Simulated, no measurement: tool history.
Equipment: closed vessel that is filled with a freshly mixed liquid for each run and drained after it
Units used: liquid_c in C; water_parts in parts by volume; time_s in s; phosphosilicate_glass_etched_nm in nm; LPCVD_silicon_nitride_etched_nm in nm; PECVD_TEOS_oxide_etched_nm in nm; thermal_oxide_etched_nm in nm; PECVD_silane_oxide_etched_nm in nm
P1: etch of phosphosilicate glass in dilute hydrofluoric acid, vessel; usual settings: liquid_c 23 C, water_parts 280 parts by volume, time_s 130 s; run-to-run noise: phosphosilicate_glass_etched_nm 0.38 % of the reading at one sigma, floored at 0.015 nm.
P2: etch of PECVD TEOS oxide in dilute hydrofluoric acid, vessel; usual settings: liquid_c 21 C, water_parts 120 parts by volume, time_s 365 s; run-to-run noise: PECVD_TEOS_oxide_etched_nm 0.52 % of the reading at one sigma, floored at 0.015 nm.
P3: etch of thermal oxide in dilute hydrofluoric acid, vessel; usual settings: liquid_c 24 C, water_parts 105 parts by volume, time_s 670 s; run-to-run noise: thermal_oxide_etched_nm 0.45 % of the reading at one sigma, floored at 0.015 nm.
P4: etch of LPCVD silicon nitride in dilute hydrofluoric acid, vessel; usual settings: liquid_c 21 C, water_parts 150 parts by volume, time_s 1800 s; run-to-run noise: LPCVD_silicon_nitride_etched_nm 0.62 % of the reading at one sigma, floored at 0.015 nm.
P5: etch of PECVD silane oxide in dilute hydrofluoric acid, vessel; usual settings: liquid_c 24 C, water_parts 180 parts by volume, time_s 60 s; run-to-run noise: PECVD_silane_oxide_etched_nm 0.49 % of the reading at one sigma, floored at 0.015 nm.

run,hour,process,liquid_c,water_parts,time_s,hours since the thermometer was replaced,hours since the hydrofluoric acid flow meter was replaced,phosphosilicate_glass_etched_nm,LPCVD_silicon_nitride_etched_nm,PECVD_TEOS_oxide_etched_nm,thermal_oxide_etched_nm,PECVD_silane_oxide_etched_nm
1,3.9,P1,23,280,130,397,1720.2,36.799,,,,
2,7,P1,26.5,280,30,400.1,1723.3,9.5439,,,,
3,10.8,P4,17,150,1800,403.9,1727.1,,3.952,,,
4,15,P1,23,280,130,408.1,1731.3,36.664,,,,
5,18.7,P1,23,485,50,411.8,1735,6.7497,,,,
6,20.9,P2,21,120,365,414,1737.2,,,52.523,,
7,24,P2,21,205,365,417.1,1740.3,,,28.189,,
8,26.1,P2,29,120,365,419.2,1742.4,,,72.333,,
9,28.8,P3,28.5,105,670,421.9,1745.1,,,,33.859,
10,30.9,P3,24,105,670,424,1747.2,,,,28.592,
11,34.2,P5,24,325,60,427.3,1750.5,,,,,4.475
12,38.1,P5,24,180,60,431.2,1754.4,,,,,9.3475
13,41.5,P3,24,105,670,434.6,1757.8,,,,28.682,
14,44.6,P1,23,280,130,437.7,1760.9,36.679,,,,
15,48.8,P4,21,150,3525,441.9,1765.1,,10.28,,,
16,53,P1,17,280,130,446.1,1769.3,29.215,,,,
17,56.8,P1,23,145,130,449.9,1773.1,82.022,,,,
18,60.8,P1,23,280,130,453.9,1777.1,36.399,,,,
19,65.1,P4,21,25,1800,458.2,1781.4,,30.121,,,
20,67.4,P4,21,150,1800,460.5,1783.7,,5.1912,,,
21,69.8,P3,24,140,670,462.9,1786.1,,,,20.303,
22,72.7,P3,24,105,370,465.8,1789,,,,15.793,
23,77.1,P2,21,120,30,470.2,1793.4,,,4.295,,
24,80.9,P5,24,180,30,474,1797.2,,,,,4.7259
25,83.9,P5,27.5,180,60,477,1800.2,,,,,10.629
26,87.1,P1,23,280,130,480.2,1803.4,36.539,,,,
27,89.6,P1,23,280,240,482.7,1805.9,67.814,,,,
28,92.9,P1,23,280,50,486,1809.2,14.049,,,,
29,96.3,P1,23,385,130,489.4,1812.6,24.25,,,,
30,99.2,P5,24,180,60,492.3,1815.5,,,,,9.3944
31,103.4,P1,31,280,130,496.5,1819.7,48.061,,,,
32,107,P1,23,280,130,500.1,1823.3,36.591,,,,
33,109.1,P1,23,280,130,502.2,1825.4,37.329,,,,
34,111.9,P1,23,280,130,505,1828.2,37.819,,,,
35,114.7,P1,23,280,130,507.8,1831,38.335,,,,
36,117.4,P1,23,280,130,510.5,1833.7,38.251,,,,
37,121.2,P1,23,280,130,514.3,1837.5,38.546,,,,
38,124.3,P1,23,280,130,517.4,1840.6,38.619,,,,

P1 has crept away from where it was. The log is fitted equally well by each of these 2 causes, at the sizes shown:
A: hydrofluoric acid flow above the setpoint (%) = 4.03
B: liquid hotter than its thermometer reads (K) = 1.42
The gradual shift began around hour 107.

Of the 4 check runs listed below, each run on one wafer and each result written as a question mark, which would let you distinguish the listed causes because they would give clearly different results?
check 1,127.4,P5,24,300,30,,,,,,,?
check 2,127.4,P2,28.5,120,35,,,,,?,,
check 3,127.4,P3,24,135,670,,,,,,?,
check 4,127.4,P4,21,150,3505,,,,?,,,

Check results expected under each cause:
check,result,if A,if B
check 1,PECVD_silane_oxide_etched_nm,2.6188,2.6136
check 2,PECVD_TEOS_oxide_etched_nm,7.0812,7.1312
check 3,thermal_oxide_etched_nm,22.417,22.616
check 4,LPCVD_silicon_nitride_etched_nm,10.522,11.115
How far apart the two closest causes lie, in the result that separates them most: check 1 0.2 %; check 2 0.7 %; check 3 0.88 %; check 4 5.48 %
Check 4 is the one run that separates the causes; every other check would come out nearly the same whichever cause is at work.

Here is what check 4 returned: LPCVD_silicon_nitride_etched_nm 11.067 nm. Which cause is it?

The cause is B: liquid hotter than its thermometer reads (K).

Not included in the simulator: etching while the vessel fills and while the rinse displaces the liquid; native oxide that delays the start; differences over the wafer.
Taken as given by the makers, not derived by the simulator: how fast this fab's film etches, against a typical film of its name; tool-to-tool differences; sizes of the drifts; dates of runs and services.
